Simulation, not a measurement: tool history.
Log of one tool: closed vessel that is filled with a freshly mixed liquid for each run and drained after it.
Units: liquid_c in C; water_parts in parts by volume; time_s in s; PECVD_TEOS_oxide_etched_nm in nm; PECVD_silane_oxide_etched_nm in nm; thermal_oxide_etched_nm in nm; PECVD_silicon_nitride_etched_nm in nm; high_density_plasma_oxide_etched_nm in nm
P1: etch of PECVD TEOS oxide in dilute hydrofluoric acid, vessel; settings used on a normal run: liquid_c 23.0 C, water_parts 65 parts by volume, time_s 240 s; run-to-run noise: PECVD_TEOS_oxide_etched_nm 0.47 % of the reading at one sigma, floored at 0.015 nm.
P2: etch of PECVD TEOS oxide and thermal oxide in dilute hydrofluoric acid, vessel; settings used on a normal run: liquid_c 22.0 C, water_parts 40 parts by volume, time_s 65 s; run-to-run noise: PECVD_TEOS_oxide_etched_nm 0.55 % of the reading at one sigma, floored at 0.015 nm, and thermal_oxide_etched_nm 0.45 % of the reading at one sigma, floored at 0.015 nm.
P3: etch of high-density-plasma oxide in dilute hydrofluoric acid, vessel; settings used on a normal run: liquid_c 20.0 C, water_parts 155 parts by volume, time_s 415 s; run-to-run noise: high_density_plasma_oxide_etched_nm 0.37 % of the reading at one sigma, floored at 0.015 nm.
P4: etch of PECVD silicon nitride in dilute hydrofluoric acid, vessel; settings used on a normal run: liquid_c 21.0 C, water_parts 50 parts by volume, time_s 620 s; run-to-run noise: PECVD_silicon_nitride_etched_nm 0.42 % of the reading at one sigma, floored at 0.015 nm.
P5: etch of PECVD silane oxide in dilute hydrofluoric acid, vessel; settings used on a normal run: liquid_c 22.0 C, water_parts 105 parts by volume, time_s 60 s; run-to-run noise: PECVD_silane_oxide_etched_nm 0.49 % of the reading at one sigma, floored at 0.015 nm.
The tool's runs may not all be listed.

run   hour  process  liquid_c  water_parts  time_s  hours since the thermometer was replaced  hours since the hydrofluoric acid flow meter was replaced  PECVD_TEOS_oxide_etched_nm  PECVD_silane_oxide_etched_nm  thermal_oxide_etched_nm  PECVD_silicon_nitride_etched_nm  high_density_plasma_oxide_etched_nm
  1    7.7       P1      23.0           65     240                                     620.3                                                      470.9                      45.398
  2   12.4       P5      22.0          105      30                                     625.0                                                      475.6                                                    6.7068
  3   21.7       P2      22.0           40     120                                     634.3                                                      484.9                      43.093                                                13.5180
  4   26.4       P5      22.0          190      60                                     639.0                                                      489.6                                                    6.7174
  5   34.1       P1      23.0           65     240                                     646.7                                                      497.3                      45.505
  6   39.9       P4      21.0           20     620                                     652.5                                                      503.1                                                                                                             99.7270
  7   47.8       P3      20.0          155     415                                     660.4                                                      511.0                                                                                                                                                  10.9070
  8   57.3       P4      17.0           50     620                                     669.9                                                      520.5                                                                                                             31.3830
  9   62.0       P3      20.0           25     415                                     674.6                                                      525.2                                                                                                                                                  78.3170
 10   69.8       P1      23.0          110     240                                     682.4                                                      533.0                      25.311
 11   77.3       P4      21.0           50     620                                     689.9                                                      540.5                                                                                                             41.4460
 12   82.6       P1      30.0           65     240                                     695.2                                                      545.8                      60.143
 13   88.7       P1      19.0           65     240                                     701.3                                                      551.9                      38.773
 14   96.9       P1      23.0           65     240                                     709.5                                                      560.1                      45.701
 15  101.6       P5      28.5          105      60                                     714.2                                                      564.8                                                   17.3970
 16  107.6       P5      22.0          105      60                                     720.2                                                      570.8                                                   13.3280
 17  112.2       P1      23.0           65     240                                     724.8                                                      575.4                      45.334
 18  118.9       P4      21.0           50      35                                     731.5                                                      582.1                                                                                                              2.3411
 19  124.6       P5      22.0          105      60                                     737.2                                                      587.8                                                   13.2180
 20  130.0       P3      20.0          155     125                                     742.6                                                      593.2                                                                                                                                                   3.3049
 21  137.8       P2      22.0           65      65                                     750.4                                                      601.0                      13.792                                                 4.3432
 22  143.9       P1      23.0           65     240                                     756.5                                                      607.1                      45.327
 23  149.6       P4      21.0           50     620                                     762.2                                                      612.8                                                                                                             41.3930
 24  157.4       P3      20.0          155     415                                     770.0                                                      620.6                                                                                                                                                  10.8190
 25  166.7       P2      22.0           40      65                                     779.3                                                      629.9                      23.208                                                 7.3583
 26  175.7       P1      23.0           65     240                                     788.3                                                      638.9                      45.541
 27  182.9       P1      23.0           65      85                                     795.5                                                      646.1                      16.039
 28  190.6       P1      23.0           65     465                                     803.2                                                      653.8                      87.664
 29  197.3       P1      17.0           85     240                                     809.9                                                      660.5                      26.537
 30  206.7       P3      17.0          155     415                                     819.3                                                      669.9                                                                                                                                                   9.6801
 31  216.2       P1      23.0          110     385                                     828.8                                                      679.4                      40.676
 32  225.5       P1      23.0           90     105                                     838.1                                                      688.7                      13.929
 33  231.3       P1      23.0           20     240                                     843.9                                                      694.5                     156.710
 34  239.9       P2      17.0           40      65                                     852.5                                                      703.1                      18.584                                                 5.8584
 35  244.9       P1      23.0           65     240                                     857.5                                                      708.1                      45.673
 36  254.3       P1      23.0           65     240                                     866.9                                                      717.5                      43.652
 37  261.7       P1      23.0           65     240                                     874.3                                                      724.9                      42.890
 38  271.2       P1      23.0           65     240                                     883.8                                                      734.4                      42.706
 39  276.8       P1      23.0           65     240                                     889.4                                                      740.0                      42.621
 40  284.6       P1      23.0           65     240                                     897.2                                                      747.8                      42.376
 41  293.4       P1      23.0           65     240                                     906.0                                                      756.6                      42.341

The output of P1 has drifted from where it used to be. Each of the 2 causes below, taken at the size shown beside it, accounts for the log equally well:
A: liquid colder than its thermometer reads (K) = 1.76
B: hydrofluoric acid flow below the setpoint (%) = 6.45
The process output started creeping at around hour 244.9.

Question marks stand in for the results of the 4 check runs listed below, each run on one wafer. Under which run would the listed causes show clearly different results?
check 1  302.2       P5      28.0          105      60                                                                                                                                                              ?
check 2  302.2       P2      17.5           40      65                                                                                                                                ?                                                      ?
check 3  302.2       P4      21.0           50     285                                                                                                                                                                                                                        ?
check 4  302.2       P3      20.0           50     415                                                                                                                                                                                                                                                             ?

Check results expected under each cause:
  check                               result     if A     if B
check 1         PECVD_silane_oxide_etched_nm  15.8260  15.6870
check 2           PECVD_TEOS_oxide_etched_nm   17.733   17.865
check 2              thermal_oxide_etched_nm   5.5606   5.6020
check 3      PECVD_silicon_nitride_etched_nm  16.8620  17.8540
check 4  high_density_plasma_oxide_etched_nm  35.2020  35.3580
Gap, in per cent, between the two causes that each check separates least, read from the result that separates them most: check 1 0.88 %; check 2 0.74 %; check 3 5.72 %; check 4 0.44 %
The other checks would show nearly matching results whichever cause is true, so check 3 is the only one that separates the causes.

Check 3 has now been run. It gave: PECVD_silicon_nitride_etched_nm 17.7360 nm. Which of the candidate causes is it?

B is the cause: hydrofluoric acid flow below the setpoint (%).

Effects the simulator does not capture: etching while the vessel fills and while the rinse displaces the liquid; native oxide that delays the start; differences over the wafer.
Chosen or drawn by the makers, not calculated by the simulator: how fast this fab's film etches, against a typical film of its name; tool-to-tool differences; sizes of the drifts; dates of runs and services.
